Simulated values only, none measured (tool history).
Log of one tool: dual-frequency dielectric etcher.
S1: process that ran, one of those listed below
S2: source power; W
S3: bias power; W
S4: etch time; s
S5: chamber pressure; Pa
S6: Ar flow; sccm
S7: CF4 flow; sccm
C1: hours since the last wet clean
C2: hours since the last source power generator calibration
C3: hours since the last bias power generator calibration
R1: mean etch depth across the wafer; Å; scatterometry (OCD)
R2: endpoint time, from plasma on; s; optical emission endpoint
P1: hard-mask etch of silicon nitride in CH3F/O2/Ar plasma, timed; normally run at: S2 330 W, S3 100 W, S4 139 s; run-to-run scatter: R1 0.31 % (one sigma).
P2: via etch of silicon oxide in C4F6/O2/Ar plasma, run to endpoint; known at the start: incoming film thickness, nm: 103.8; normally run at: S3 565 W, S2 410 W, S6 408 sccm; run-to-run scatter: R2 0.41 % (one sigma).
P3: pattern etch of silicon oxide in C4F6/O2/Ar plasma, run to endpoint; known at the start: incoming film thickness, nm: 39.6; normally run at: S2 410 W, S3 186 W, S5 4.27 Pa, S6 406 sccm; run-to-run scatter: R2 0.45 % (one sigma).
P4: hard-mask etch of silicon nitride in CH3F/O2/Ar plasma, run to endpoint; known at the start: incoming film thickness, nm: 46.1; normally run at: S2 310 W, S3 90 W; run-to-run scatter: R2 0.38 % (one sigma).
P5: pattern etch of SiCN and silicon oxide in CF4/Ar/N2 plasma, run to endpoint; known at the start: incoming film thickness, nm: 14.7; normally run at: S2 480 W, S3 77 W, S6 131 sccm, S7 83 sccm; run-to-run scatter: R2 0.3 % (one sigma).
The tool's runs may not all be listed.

run,hour,S1,S2,S3,S4,S5,S6,S7,C1,C2,C3,R1,R2
1,8.1,P1,330,100,139,,,,239.6,1572.5,1291,1030.5,
2,22.1,P4,310,90,,,,,253.6,1586.5,1305,,69.082
3,33,P1,330,67,139,,,,264.5,1597.4,1315.9,890.52,
4,44.2,P3,410,186,,4.27,406,,275.7,1608.6,1327.1,,12.611
5,51.5,P3,410,186,,3.4,406,,283,1615.9,1334.4,,12.305
6,60.7,P5,480,77,,,131,83,292.2,1625.1,1343.6,,16.199
7,67,P1,420,69,139,,,,298.5,1631.4,1349.9,988.51,
8,74.5,P1,330,100,139,,,,306,1638.9,1357.4,1029.4,
9,86.1,P4,310,90,,,,,317.6,1650.5,1369,,69.264
10,98,P1,400,100,139,,,,329.5,1662.4,1380.9,1102.2,
11,104.3,P2,410,565,,,303,,335.8,1668.7,1387.2,,21.992
12,111,P1,330,100,139,,,,342.5,1675.4,1393.9,1035.1,
13,121.9,P5,480,77,,,131,109,353.4,1686.3,1404.8,,15.701
14,128.1,P1,330,79,92,,,,359.6,1692.5,1411,627,
15,135,P5,370,77,,,131,83,366.5,1699.4,1417.9,,20.386
16,144.3,P2,410,565,,,408,,375.8,1708.7,1427.2,,22.729
17,156.6,P3,410,186,,4.27,315,,388.1,1721,1439.5,,12.265
18,168.6,P1,330,100,139,,,,400.1,1733,1451.5,1036,
19,179.5,P1,330,100,139,,,,411,1743.9,1462.4,1035.9,
20,188.3,P2,540,565,,,408,,419.8,1752.7,1471.2,,20.649
21,198.6,P1,330,100,139,,,,430.1,1763,1481.5,1030.5,
22,210.9,P1,330,137,139,,,,442.4,1775.3,1493.8,1164.3,
23,223,P2,410,343,,,408,,454.5,1787.4,1505.9,,27.012
24,236.6,P1,220,100,139,,,,468.1,1801,1519.5,887.06,
25,249.2,P3,410,186,,4.27,406,,480.7,1813.6,1532.1,,12.602
26,258.8,P4,310,54,,,,,490.3,1823.2,1541.7,,83.04
27,271.3,P5,480,59,,,131,83,502.8,1835.7,1554.2,,17.778
28,279.8,P3,250,186,,4.27,406,,511.3,1844.2,1562.7,,15.247
29,292.7,P1,230,100,187.5,,,,524.2,1857.1,1575.6,1214.2,
30,301.4,P1,330,100,76.5,,,,532.9,1865.8,1584.3,567.02,
31,314.9,P3,410,122,,4.27,406,,546.4,1879.3,1597.8,,14.359
32,328.9,P1,330,100,174,,,,560.4,1893.3,1611.8,1290.7,
33,336.1,P4,230,90,,,,,567.6,1900.5,1619,,77.641
34,344.1,P5,480,77,,,160,83,575.6,1908.5,1627,,16.82
35,357.2,P1,330,100,139,,,,588.7,1921.6,1640.1,1034.4,
36,368.7,P1,330,100,139,,,,600.2,1933.1,1651.6,1042.1,
37,375.5,P1,330,100,139,,,,607,1939.9,1658.4,1044.6,
# hour 384.8: wet clean of the chamber
38,386.2,P1,330,100,139,,,,1.5,1950.6,1669.1,1045.6,
39,396.6,P1,330,100,139,,,,11.9,1961,1679.5,1054.3,
40,409.2,P1,330,100,139,,,,24.5,1973.6,1692.1,1056.8,
41,416,P1,330,100,139,,,,31.3,1980.4,1698.9,1046.9,
42,424.9,P1,330,100,139,,,,40.2,1989.3,1707.8,1047.6,

What P1 gives has crept away from where it was. These 2 causes fit the log equally well, each at the size given:
A: source power that arrives over what is set, % = 4.63
B: bias power that arrives over what is set, % = 4.59
The creep began at about hour 357.2.
Why every other cause is out:
chamber walls in a state that raises the etch rate, %: serviced at hour 384.8, which brought nothing back

4 check runs are offered, one wafer each, their results left as question marks. Which one tells the causes apart?
check 1,433.8,P5,480,64,,,131,83,,,,,?
check 2,433.8,P2,410,392,,,408,,,,,,?
check 3,433.8,P4,260,90,,,,,,,,,?
check 4,433.8,P3,330,128,,4.27,406,,,,,,?

What each check would give under each cause:
check,result,if A,if B
check 1,R2,16.615,17.036
check 2,R2,25.494,25.512
check 3,R2,73.039,73.049
check 4,R2,15.136,15.205
How far apart the two closest causes lie, in the result that separates them most: check 1 2.5 %; check 2 0.07 %; check 3 0.01 %; check 4 0.46 %
Check 1 tells the causes apart: in the others they would give nearly the same result.

Check 1 was then run and gave: R2 16.56 s. Which cause is it?

It is A: source power that arrives over what is set, %.

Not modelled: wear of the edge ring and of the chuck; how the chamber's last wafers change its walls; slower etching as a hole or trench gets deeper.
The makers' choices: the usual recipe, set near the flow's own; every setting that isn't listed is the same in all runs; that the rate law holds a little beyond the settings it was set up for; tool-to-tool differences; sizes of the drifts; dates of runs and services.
